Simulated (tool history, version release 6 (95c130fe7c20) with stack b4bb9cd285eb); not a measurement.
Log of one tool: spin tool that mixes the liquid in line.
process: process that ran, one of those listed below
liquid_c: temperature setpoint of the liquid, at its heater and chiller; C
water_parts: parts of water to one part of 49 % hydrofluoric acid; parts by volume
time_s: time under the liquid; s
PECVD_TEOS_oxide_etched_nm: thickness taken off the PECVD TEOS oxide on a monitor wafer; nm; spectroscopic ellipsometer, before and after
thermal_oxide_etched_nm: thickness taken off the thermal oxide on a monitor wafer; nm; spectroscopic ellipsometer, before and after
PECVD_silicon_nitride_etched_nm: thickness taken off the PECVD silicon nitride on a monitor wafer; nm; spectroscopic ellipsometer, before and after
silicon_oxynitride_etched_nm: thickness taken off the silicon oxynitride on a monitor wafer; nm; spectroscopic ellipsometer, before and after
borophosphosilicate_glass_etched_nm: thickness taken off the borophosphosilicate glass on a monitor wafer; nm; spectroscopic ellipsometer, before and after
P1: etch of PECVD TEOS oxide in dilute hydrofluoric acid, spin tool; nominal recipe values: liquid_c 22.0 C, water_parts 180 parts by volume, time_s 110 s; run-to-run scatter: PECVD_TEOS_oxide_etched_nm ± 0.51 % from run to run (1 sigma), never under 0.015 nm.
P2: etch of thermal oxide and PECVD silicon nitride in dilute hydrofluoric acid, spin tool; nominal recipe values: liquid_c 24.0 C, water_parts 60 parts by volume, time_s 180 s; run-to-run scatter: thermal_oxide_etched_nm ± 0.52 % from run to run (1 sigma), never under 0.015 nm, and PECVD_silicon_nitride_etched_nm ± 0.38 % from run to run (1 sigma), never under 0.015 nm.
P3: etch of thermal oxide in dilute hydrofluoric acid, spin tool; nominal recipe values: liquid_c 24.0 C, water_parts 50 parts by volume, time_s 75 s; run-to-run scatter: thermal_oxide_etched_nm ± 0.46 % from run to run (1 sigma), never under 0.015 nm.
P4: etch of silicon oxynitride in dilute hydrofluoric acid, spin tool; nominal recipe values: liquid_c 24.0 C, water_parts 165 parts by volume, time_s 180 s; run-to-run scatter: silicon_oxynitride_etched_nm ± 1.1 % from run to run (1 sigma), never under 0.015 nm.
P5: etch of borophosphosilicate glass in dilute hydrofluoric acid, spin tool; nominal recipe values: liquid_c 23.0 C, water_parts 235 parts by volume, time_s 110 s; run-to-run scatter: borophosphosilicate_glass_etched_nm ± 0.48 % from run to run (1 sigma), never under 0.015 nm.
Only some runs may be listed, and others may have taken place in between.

run	hour	process	liquid_c	water_parts	time_s	hours since the thermometer was replaced	hours since the hydrofluoric acid flow meter was replaced	PECVD_TEOS_oxide_etched_nm	thermal_oxide_etched_nm	PECVD_silicon_nitride_etched_nm	silicon_oxynitride_etched_nm	borophosphosilicate_glass_etched_nm
1	7.5	P1	22.0	180	110	485.5	347.8	8.6317				
2	19.2	P1	22.0	180	110	497.2	359.5	8.5588				
3	24.6	P3	17.0	50	75	502.6	364.9		5.5794			
4	30.4	P2	24.0	60	180	508.4	370.7		14.9070	8.5196		
5	36.8	P4	24.0	165	180	514.8	377.1				1.8783	
6	45.5	P1	22.0	180	110	523.5	385.8	8.5800				
7	53.4	P5	23.0	235	55	531.4	393.7					10.486
8	65.0	P1	22.0	180	110	543.0	405.3	8.6389				
# hour 70.6: hydrofluoric acid flow meter replaced
9	76.8	P5	30.0	235	110	554.8	6.2					26.875
10	88.0	P3	24.0	50	75	566.0	17.4		7.5707			
11	93.3	P2	19.5	60	180	571.3	22.7		12.3350	6.2743		
12	104.1	P1	22.0	180	110	582.1	33.5	8.5861				
13	116.1	P2	24.0	110	180	594.1	45.5		7.5559	4.7107		
14	123.1	P1	29.5	285	110	601.1	52.5	6.3117				
15	129.1	P5	23.0	235	110	607.1	58.5					21.069
16	140.8	P4	24.0	165	295	618.8	70.2				2.9890	
17	151.9	P5	23.0	235	110	629.9	81.3					20.998
18	158.9	P1	22.0	180	185	636.9	88.3	14.4700				
19	170.7	P3	24.0	85	75	648.7	100.1		4.1815			
20	177.6	P1	22.0	180	60	655.6	107.0	4.7003				
21	183.9	P2	24.0	60	45	661.9	113.3		3.6755	2.1356		
22	190.9	P3	24.0	50	15	668.9	120.3		1.5127			
23	198.5	P1	26.5	180	110	676.5	127.9	10.1410				
24	209.5	P1	22.0	85	110	687.5	138.9	20.1200				
25	216.7	P1	22.0	180	110	694.7	146.1	8.6124				
26	226.1	P4	32.5	165	180	704.1	155.5				2.7056	
27	231.3	P1	18.0	180	110	709.3	160.7	7.3327				
28	236.7	P1	22.0	105	195	714.7	166.1	28.3640				
29	246.3	P1	22.0	265	110	724.3	175.7	5.3153				
30	256.2	P4	24.0	40	180	734.2	185.6				8.6541	
31	265.4	P1	22.0	180	110	743.4	194.8	8.5643				
32	271.7	P5	23.0	145	110	749.7	201.1					37.385
33	281.9	P2	24.0	60	180	759.9	211.3		14.7920	8.5516		
34	287.3	P1	22.0	180	110	765.3	216.7	8.5113				
35	292.6	P1	22.0	180	110	770.6	222.0	8.3614				
36	298.8	P1	22.0	180	110	776.8	228.2	8.3794				
37	306.3	P1	22.0	180	110	784.3	235.7	8.2194				
38	316.1	P1	22.0	180	110	794.1	245.5	8.1092				
39	322.5	P1	22.0	180	110	800.5	251.9	8.0920				
40	331.9	P1	22.0	180	110	809.9	261.3	8.1659				
41	340.5	P1	22.0	180	110	818.5	269.9	8.1447				
42	351.9	P1	22.0	180	110	829.9	281.3	8.0233				

What P1 gives has crept off from where it sat before. The 2 causes that follow fit the log equally well, each at the size noted:
A: liquid colder than its thermometer reads (K) = 1.58
B: hydrofluoric acid flow below the setpoint (%) = 4.95
The process output started creeping at around hour 287.3.

Listed below are the offered check runs, one wafer per run, with question marks in place of results. For which of them would the causes give clearly different outcomes?
check 1	363.3	P2	24.0	60	180				?	?		
check 2	363.3	P3	24.0	50	75				?			
check 3	363.3	P5	23.0	235	110							?
check 4	363.3	P4	24.0	165	180						?	

How each check would come out, cause by cause:
check	result	if A	if B
check 1	thermal_oxide_etched_nm	13.8410	13.9830
check 1	PECVD_silicon_nitride_etched_nm	7.7017	8.1526
check 2	thermal_oxide_etched_nm	7.0420	7.1220
check 3	borophosphosilicate_glass_etched_nm	19.773	19.679
check 4	silicon_oxynitride_etched_nm	1.7267	1.7528
Smallest distance between any two causes, each pair judged by its most separating result, in per cent: check 1 5.69 %; check 2 1.13 %; check 3 0.48 %; check 4 1.5 %
Only check 1 tells the causes apart: in the others they would give nearly the same result.

Check 1 has now been run. It gave: thermal_oxide_etched_nm 13.8680 nm; PECVD_silicon_nitride_etched_nm 7.7377 nm. Which of the candidate causes is it?

It was cause A: liquid colder than its thermometer reads (K).

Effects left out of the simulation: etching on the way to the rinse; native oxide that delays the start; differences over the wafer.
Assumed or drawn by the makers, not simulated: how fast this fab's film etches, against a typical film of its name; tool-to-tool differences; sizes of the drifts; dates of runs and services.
